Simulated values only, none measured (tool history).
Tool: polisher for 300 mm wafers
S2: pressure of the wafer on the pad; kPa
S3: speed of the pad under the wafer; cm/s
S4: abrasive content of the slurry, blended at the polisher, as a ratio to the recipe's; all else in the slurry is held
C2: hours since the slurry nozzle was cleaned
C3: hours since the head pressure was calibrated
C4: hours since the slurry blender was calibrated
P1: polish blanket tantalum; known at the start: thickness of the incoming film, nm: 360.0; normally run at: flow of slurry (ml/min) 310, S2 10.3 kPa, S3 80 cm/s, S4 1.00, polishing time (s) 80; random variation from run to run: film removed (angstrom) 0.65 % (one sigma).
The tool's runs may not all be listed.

Run 1, hour 16.6: flow of slurry (ml/min) 310, S2 10.3 kPa, S3 80 cm/s, S4 1.00, polishing time (s) 80; wafers polished on this pad 435; C2 105.8; C3 1034.4; C4 179.3. Result: film removed (angstrom) 769.43.
Run 2, hour 32.5: flow of slurry (ml/min) 310, S2 10.3 kPa, S3 80 cm/s, S4 1.50, polishing time (s) 80; wafers polished on this pad 638; C2 121.7; C3 1050.3; C4 195.2. Result: film removed (angstrom) 859.11.
Run 3, hour 47.7: flow of slurry (ml/min) 310, S2 10.3 kPa, S3 80 cm/s, S4 1.00, polishing time (s) 80; wafers polished on this pad 831; C2 136.9; C3 1065.5; C4 210.4. Result: film removed (angstrom) 766.59.
Run 4, hour 56.7: flow of slurry (ml/min) 310, S2 10.3 kPa, S3 44 cm/s, S4 1.00, polishing time (s) 80; wafers polished on this pad 945; C2 145.9; C3 1074.5; C4 219.4. Result: film removed (angstrom) 429.22.
Run 5, hour 69.4: flow of slurry (ml/min) 185, S2 10.3 kPa, S3 80 cm/s, S4 1.00, polishing time (s) 80; wafers polished on this pad 1107; C2 158.6; C3 1087.2; C4 232.1. Result: film removed (angstrom) 738.80.
At hour 79.5: head pressure recalibrated.
Run 6, hour 85.7: flow of slurry (ml/min) 310, S2 10.3 kPa, S3 114 cm/s, S4 1.00, polishing time (s) 39; wafers polished on this pad 1314; C2 174.9; C3 6.2; C4 248.4. Result: film removed (angstrom) 535.39.
Run 7, hour 94.1: flow of slurry (ml/min) 310, S2 10.3 kPa, S3 104 cm/s, S4 1.00, polishing time (s) 80; wafers polished on this pad 1421; C2 183.3; C3 14.6; C4 256.8. Result: film removed (angstrom) 1015.60.
Run 8, hour 105.0: flow of slurry (ml/min) 310, S2 4.8 kPa, S3 80 cm/s, S4 1.00, polishing time (s) 80; wafers polished on this pad 1560; C2 194.2; C3 25.5; C4 267.7. Result: film removed (angstrom) 365.16.
Run 9, hour 120.4: flow of slurry (ml/min) 310, S2 10.3 kPa, S3 80 cm/s, S4 1.00, polishing time (s) 80; wafers polished on this pad 1756; C2 209.6; C3 40.9; C4 283.1. Result: film removed (angstrom) 769.16.
Run 10, hour 134.6: flow of slurry (ml/min) 310, S2 10.3 kPa, S3 80 cm/s, S4 1.00, polishing time (s) 80; wafers polished on this pad 1937; C2 223.8; C3 55.1; C4 297.3. Result: film removed (angstrom) 762.62.
Run 11, hour 151.6: flow of slurry (ml/min) 310, S2 10.3 kPa, S3 80 cm/s, S4 1.00, polishing time (s) 80; wafers polished on this pad 2153; C2 240.8; C3 72.1; C4 314.3. Result: film removed (angstrom) 783.60.
Run 12, hour 168.2: flow of slurry (ml/min) 310, S2 13.1 kPa, S3 80 cm/s, S4 1.00, polishing time (s) 80; wafers polished on this pad 2364; C2 257.4; C3 88.7; C4 330.9. Result: film removed (angstrom) 969.91.
Run 13, hour 185.0: flow of slurry (ml/min) 310, S2 10.3 kPa, S3 80 cm/s, S4 1.00, polishing time (s) 113; wafers polished on this pad 2578; C2 274.2; C3 105.5; C4 347.7. Result: film removed (angstrom) 1091.90.
Run 14, hour 193.9: flow of slurry (ml/min) 310, S2 10.3 kPa, S3 80 cm/s, S4 1.00, polishing time (s) 80; wafers polished on this pad 2691; C2 283.1; C3 114.4; C4 356.6. Result: film removed (angstrom) 775.40.
At hour 199.0: slurry blender recalibrated.
Run 15, hour 212.1: flow of slurry (ml/min) 310, S2 6.2 kPa, S3 52 cm/s, S4 1.00, polishing time (s) 80; wafers polished on this pad 2923; C2 301.3; C3 132.6; C4 13.1. Result: film removed (angstrom) 300.72.
Run 16, hour 228.6: flow of slurry (ml/min) 310, S2 10.3 kPa, S3 108 cm/s, S4 1.45, polishing time (s) 80; wafers polished on this pad 3133; C2 317.8; C3 149.1; C4 29.6. Result: film removed (angstrom) 1149.50.
Run 17, hour 244.9: flow of slurry (ml/min) 310, S2 10.3 kPa, S3 80 cm/s, S4 1.00, polishing time (s) 46; wafers polished on this pad 3340; C2 334.1; C3 165.4; C4 45.9. Result: film removed (angstrom) 446.93.
Run 18, hour 258.3: flow of slurry (ml/min) 420, S2 10.3 kPa, S3 80 cm/s, S4 1.00, polishing time (s) 80; wafers polished on this pad 3510; C2 347.5; C3 178.8; C4 59.3. Result: film removed (angstrom) 794.57.
Run 19, hour 266.7: flow of slurry (ml/min) 310, S2 10.3 kPa, S3 80 cm/s, S4 0.65, polishing time (s) 80; wafers polished on this pad 3617; C2 355.9; C3 187.2; C4 67.7. Result: film removed (angstrom) 669.31.
Run 20, hour 280.8: flow of slurry (ml/min) 310, S2 10.3 kPa, S3 80 cm/s, S4 1.00, polishing time (s) 80; wafers polished on this pad 3797; C2 370.0; C3 201.3; C4 81.8. Result: film removed (angstrom) 777.57.
Run 21, hour 299.7: flow of slurry (ml/min) 310, S2 10.3 kPa, S3 80 cm/s, S4 1.00, polishing time (s) 80; wafers polished on this pad 4037; C2 388.9; C3 220.2; C4 100.7. Result: film removed (angstrom) 745.53.
Run 22, hour 310.9: flow of slurry (ml/min) 310, S2 10.3 kPa, S3 80 cm/s, S4 1.00, polishing time (s) 80; wafers polished on this pad 4180; C2 400.1; C3 231.4; C4 111.9. Result: film removed (angstrom) 736.80.
Run 23, hour 321.2: flow of slurry (ml/min) 310, S2 10.3 kPa, S3 80 cm/s, S4 1.00, polishing time (s) 80; wafers polished on this pad 4311; C2 410.4; C3 241.7; C4 122.2. Result: film removed (angstrom) 723.28.
At hour 329.0: head pressure recalibrated.
Run 24, hour 335.0: flow of slurry (ml/min) 310, S2 10.3 kPa, S3 80 cm/s, S4 1.00, polishing time (s) 80; wafers polished on this pad 4486; C2 424.2; C3 6.1; C4 136.0. Result: film removed (angstrom) 726.01.
Run 25, hour 346.9: flow of slurry (ml/min) 310, S2 10.3 kPa, S3 80 cm/s, S4 1.00, polishing time (s) 80; wafers polished on this pad 4638; C2 436.1; C3 18.0; C4 147.9. Result: film removed (angstrom) 715.34.
At hour 351.1: slurry nozzle cleaned.
Run 26, hour 363.3: flow of slurry (ml/min) 310, S2 10.3 kPa, S3 80 cm/s, S4 1.00, polishing time (s) 80; wafers polished on this pad 4846; C2 12.2; C3 34.4; C4 164.3. Result: film removed (angstrom) 711.48.
Run 27, hour 372.1: flow of slurry (ml/min) 310, S2 10.3 kPa, S3 80 cm/s, S4 1.00, polishing time (s) 80; wafers polished on this pad 4958; C2 21.0; C3 43.2; C4 173.1. Result: film removed (angstrom) 721.12.
Run 28, hour 383.8: flow of slurry (ml/min) 310, S2 10.3 kPa, S3 80 cm/s, S4 1.00, polishing time (s) 80; wafers polished on this pad 5107; C2 32.7; C3 54.9; C4 184.8. Result: film removed (angstrom) 710.15.
Run 29, hour 395.4: flow of slurry (ml/min) 310, S2 10.3 kPa, S3 80 cm/s, S4 1.00, polishing time (s) 80; wafers polished on this pad 5255; C2 44.3; C3 66.5; C4 196.4. Result: film removed (angstrom) 712.70.

What P1 gives has crept away from where it was. These 2 causes fit the log equally well, each at the size given:
A: removal rate lost through wear of the pad, % = 8.05
B: abrasive missing from the slurry, % = 23.5
The creep began at about hour 280.8.
Why every other cause is out:
slurry flow missing at the pad, %: serviced at hour 351.1, which brought nothing back
head's pressure below its setpoint, %: serviced at hour 329.0, which brought nothing back

4 check runs are offered, each on 3 wafers whose results are averaged, their results left as question marks. Which one tells the causes apart?
Run check 1, hour 407.0: flow of slurry (ml/min) 185, S2 10.3 kPa, S3 52 cm/s, S4 1.00, polishing time (s) 80. Result: film removed (angstrom) ?.
Run check 2, hour 407.0: flow of slurry (ml/min) 310, S2 10.3 kPa, S3 80 cm/s, S4 0.65, polishing time (s) 80. Result: film removed (angstrom) ?.
Run check 3, hour 407.0: flow of slurry (ml/min) 310, S2 10.3 kPa, S3 80 cm/s, S4 1.00, polishing time (s) 111. Result: film removed (angstrom) ?.
Run check 4, hour 407.0: flow of slurry (ml/min) 310, S2 5.5 kPa, S3 80 cm/s, S4 1.00, polishing time (s) 80. Result: film removed (angstrom) ?.

What each check would give under each cause:
  check                   result    if A    if B
check 1  film removed (angstrom)  438.08  437.99
check 2  film removed (angstrom)  618.79  602.46
check 3  film removed (angstrom)  990.66  990.46
check 4  film removed (angstrom)  380.80  380.72
How far apart the two closest causes lie, in the result that separates them most: check 1 0.02 %; check 2 2.67 %; check 3 0.02 %; check 4 0.02 %
Only check 2 tells the causes apart: in the others they would give nearly the same result.

Check 2 was then run and gave: film removed (angstrom) 617.91. Which cause is it?

It is A: removal rate lost through wear of the pad, %.
